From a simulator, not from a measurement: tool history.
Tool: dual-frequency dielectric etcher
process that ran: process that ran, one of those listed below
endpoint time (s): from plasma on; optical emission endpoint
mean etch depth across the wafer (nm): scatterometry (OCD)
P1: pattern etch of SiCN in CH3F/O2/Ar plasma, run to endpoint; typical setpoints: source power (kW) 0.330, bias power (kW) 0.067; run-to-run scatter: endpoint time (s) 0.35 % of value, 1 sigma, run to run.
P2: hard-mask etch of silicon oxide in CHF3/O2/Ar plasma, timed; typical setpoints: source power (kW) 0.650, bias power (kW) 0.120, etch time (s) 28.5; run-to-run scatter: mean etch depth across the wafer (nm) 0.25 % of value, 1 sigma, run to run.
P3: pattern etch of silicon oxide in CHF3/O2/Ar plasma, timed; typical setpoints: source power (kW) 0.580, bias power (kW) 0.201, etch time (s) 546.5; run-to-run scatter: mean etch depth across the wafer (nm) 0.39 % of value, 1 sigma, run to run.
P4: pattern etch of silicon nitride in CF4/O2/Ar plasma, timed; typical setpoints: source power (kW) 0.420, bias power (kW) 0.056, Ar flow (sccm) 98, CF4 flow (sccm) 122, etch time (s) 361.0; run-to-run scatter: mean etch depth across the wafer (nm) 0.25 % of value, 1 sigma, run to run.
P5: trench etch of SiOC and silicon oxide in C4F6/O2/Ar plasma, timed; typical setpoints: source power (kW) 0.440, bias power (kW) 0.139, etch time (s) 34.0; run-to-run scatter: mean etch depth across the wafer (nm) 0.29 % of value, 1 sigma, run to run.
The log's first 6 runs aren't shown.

run	hour	process that ran	source power (kW)	bias power (kW)	etch time (s)	Ar flow (sccm)	CF4 flow (sccm)	endpoint time (s)	mean etch depth across the wafer (nm)
7	53.8	P3	0.580	0.253	546.5				1209.000
8	59.1	P1	0.330	0.091				18.777	
9	64.2	P4	0.420	0.056	361.0	98	146		614.670
10	72.3	P2	0.650	0.120	28.5				52.973
11	77.3	P1	0.260	0.051				25.255	
12	86.6	P5	0.440	0.196	34.0				73.764
13	92.9	P3	0.580	0.201	802.5				1635.900
# hour 94.9: source power generator calibrated
14	101.1	P1	0.330	0.067				20.895	
15	106.3	P5	0.440	0.139	34.0				66.646
16	111.9	P5	0.440	0.139	34.0				66.455
17	119.8	P3	0.580	0.201	546.5				1112.000
18	124.7	P4	0.420	0.056	361.0	98	122		602.780
19	129.3	P2	0.910	0.120	28.5				60.462
20	135.0	P4	0.520	0.056	361.0	98	122		727.540
21	143.8	P2	0.650	0.120	19.0				35.321
22	147.7	P1	0.330	0.052				22.834	
23	156.3	P1	0.330	0.067				20.979	
24	160.9	P5	0.440	0.139	20.0				39.237
25	166.3	P1	0.250	0.067				23.312	
26	171.5	P4	0.420	0.056	361.0	120	122		589.750
27	178.0	P4	0.420	0.056	506.5	98	122		842.090
28	183.5	P2	0.650	0.169	28.5				59.019

Run 29 is up next; what results do you expect?
29	189.6	P1	0.330	0.067				?	

endpoint time (s): 20.969
